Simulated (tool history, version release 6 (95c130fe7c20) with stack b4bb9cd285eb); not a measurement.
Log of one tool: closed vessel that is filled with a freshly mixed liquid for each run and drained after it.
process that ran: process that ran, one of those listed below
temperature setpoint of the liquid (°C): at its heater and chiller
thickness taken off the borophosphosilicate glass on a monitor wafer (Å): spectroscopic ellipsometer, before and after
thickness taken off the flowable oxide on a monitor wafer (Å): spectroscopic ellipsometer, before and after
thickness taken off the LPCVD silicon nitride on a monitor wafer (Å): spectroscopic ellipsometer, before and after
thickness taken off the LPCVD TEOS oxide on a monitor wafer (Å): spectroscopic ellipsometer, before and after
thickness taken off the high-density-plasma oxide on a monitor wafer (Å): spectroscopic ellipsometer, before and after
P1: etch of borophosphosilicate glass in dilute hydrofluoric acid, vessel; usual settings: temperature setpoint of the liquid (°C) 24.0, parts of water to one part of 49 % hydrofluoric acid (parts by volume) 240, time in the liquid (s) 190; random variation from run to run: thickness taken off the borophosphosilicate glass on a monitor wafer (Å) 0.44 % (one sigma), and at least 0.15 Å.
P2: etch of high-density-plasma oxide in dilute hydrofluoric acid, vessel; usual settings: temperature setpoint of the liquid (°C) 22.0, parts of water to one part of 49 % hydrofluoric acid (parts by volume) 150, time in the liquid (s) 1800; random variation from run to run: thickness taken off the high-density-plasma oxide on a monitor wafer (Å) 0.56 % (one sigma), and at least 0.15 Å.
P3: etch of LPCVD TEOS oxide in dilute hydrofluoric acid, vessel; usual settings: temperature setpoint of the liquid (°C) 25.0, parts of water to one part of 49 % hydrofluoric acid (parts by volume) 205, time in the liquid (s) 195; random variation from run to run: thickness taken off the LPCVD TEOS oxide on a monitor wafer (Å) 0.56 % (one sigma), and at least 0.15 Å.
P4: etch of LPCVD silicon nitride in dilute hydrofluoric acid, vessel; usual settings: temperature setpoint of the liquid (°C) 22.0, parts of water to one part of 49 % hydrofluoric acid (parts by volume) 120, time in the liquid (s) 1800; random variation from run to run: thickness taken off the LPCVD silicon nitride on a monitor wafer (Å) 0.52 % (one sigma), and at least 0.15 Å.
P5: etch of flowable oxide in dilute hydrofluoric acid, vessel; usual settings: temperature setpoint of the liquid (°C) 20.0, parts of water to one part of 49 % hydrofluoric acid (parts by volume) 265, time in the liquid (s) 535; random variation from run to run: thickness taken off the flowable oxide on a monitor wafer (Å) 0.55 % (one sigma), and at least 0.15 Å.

run	day	process that ran	temperature setpoint of the liquid (°C)	parts of water to one part of 49 % hydrofluoric acid (parts by volume)	time in the liquid (s)	thickness taken off the borophosphosilicate glass on a monitor wafer (Å)	thickness taken off the flowable oxide on a monitor wafer (Å)	thickness taken off the LPCVD silicon nitride on a monitor wafer (Å)	thickness taken off the LPCVD TEOS oxide on a monitor wafer (Å)	thickness taken off the high-density-plasma oxide on a monitor wafer (Å)
1	0.242	P1	24.0	240	190	258.45				
2	0.479	P5	20.0	265	1035		1034.90			
3	0.704	P1	24.0	240	85	117.68				
4	0.846	P4	17.0	120	1800			45.970		
5	0.954	P1	24.0	240	190	260.31				
6	1.104	P1	24.0	350	190	158.67				
7	1.317	P4	22.0	120	1800			64.904		
8	1.488	P1	24.0	50	190	1557.00				
9	1.725	P5	20.0	450	535		271.48			
10	1.938	P5	20.0	265	535		538.03			
11	2.092	P3	21.0	205	195				170.480	
12	2.288	P1	17.0	110	190	491.09				
13	2.529	P3	25.0	325	195				111.780	
14	2.771	P3	25.0	205	30				30.148	
15	2.900	P2	22.0	225	1800					344.35
16	3.083	P1	24.0	240	190	260.32				
17	3.212	P3	25.0	205	195				197.140	
18	3.388	P2	22.0	150	1800					557.35
19	3.533	P1	24.0	240	190	261.23				
20	3.746	P2	22.0	150	3525					1086.80
21	3.950	P1	30.5	240	190	328.24				
22	4.104	P4	22.0	40	1800			191.010		
23	4.317	P1	24.0	240	190	260.94				
24	4.425	P5	17.0	265	535		479.16			
25	4.567	P4	22.0	120	3220			118.080		
26	4.754	P1	24.0	240	190	261.79				
27	4.892	P2	17.0	150	1800					460.17
28	5.017	P1	24.0	240	345	472.95				
29	5.212	P1	18.5	240	190	210.69				
30	5.346	P1	24.0	90	30	129.34				
31	5.592	P4	22.0	120	1800			66.194		
32	5.762	P1	24.0	240	190	258.59				
33	5.954	P1	24.0	240	190	268.22				
34	6.192	P1	24.0	240	190	273.48				
35	6.342	P1	24.0	240	190	276.25				
36	6.475	P1	24.0	240	190	278.87				
37	6.679	P1	24.0	240	190	281.03				
38	6.921	P1	24.0	240	190	282.29				
39	7.079	P1	24.0	240	190	281.78				
40	7.308	P1	24.0	240	190	281.92				
41	7.412	P1	24.0	240	190	283.63				
42	7.629	P1	24.0	240	190	280.82				
43	7.829	P1	24.0	240	190	283.96				

What P1 gives has crept away from where it was. These 2 causes fit the log equally well, each at the size given:
A: liquid hotter than its thermometer reads (K) = 2.42
B: hydrofluoric acid flow above the setpoint (%) = 7.17
The creep began at about day 5.762.

4 check runs are offered, one wafer each, their results left as question marks. Which one tells the causes apart?
check 1	8.029	P3	25.0	205	195				?	
check 2	8.029	P4	22.0	120	1800			?		
check 3	8.029	P2	22.0	150	1800					?
check 4	8.029	P5	20.0	265	535		?			

What each check would give under each cause:
check	result	if A	if B
check 1	thickness taken off the LPCVD TEOS oxide on a monitor wafer (Å)	215.330	214.780
check 2	thickness taken off the LPCVD silicon nitride on a monitor wafer (Å)	76.700	70.017
check 3	thickness taken off the high-density-plasma oxide on a monitor wafer (Å)	611.88	604.00
check 4	thickness taken off the flowable oxide on a monitor wafer (Å)	589.55	587.74
How far apart the two closest causes lie, in the result that separates them most: check 1 0.26 %; check 2 9.12 %; check 3 1.3 %; check 4 0.31 %
Check 2 tells the causes apart: in the others they would give nearly the same result.

Check 2 was then run and gave: thickness taken off the LPCVD silicon nitride on a monitor wafer (Å) 70.000. Which cause is it?

It is B: hydrofluoric acid flow above the setpoint (%).
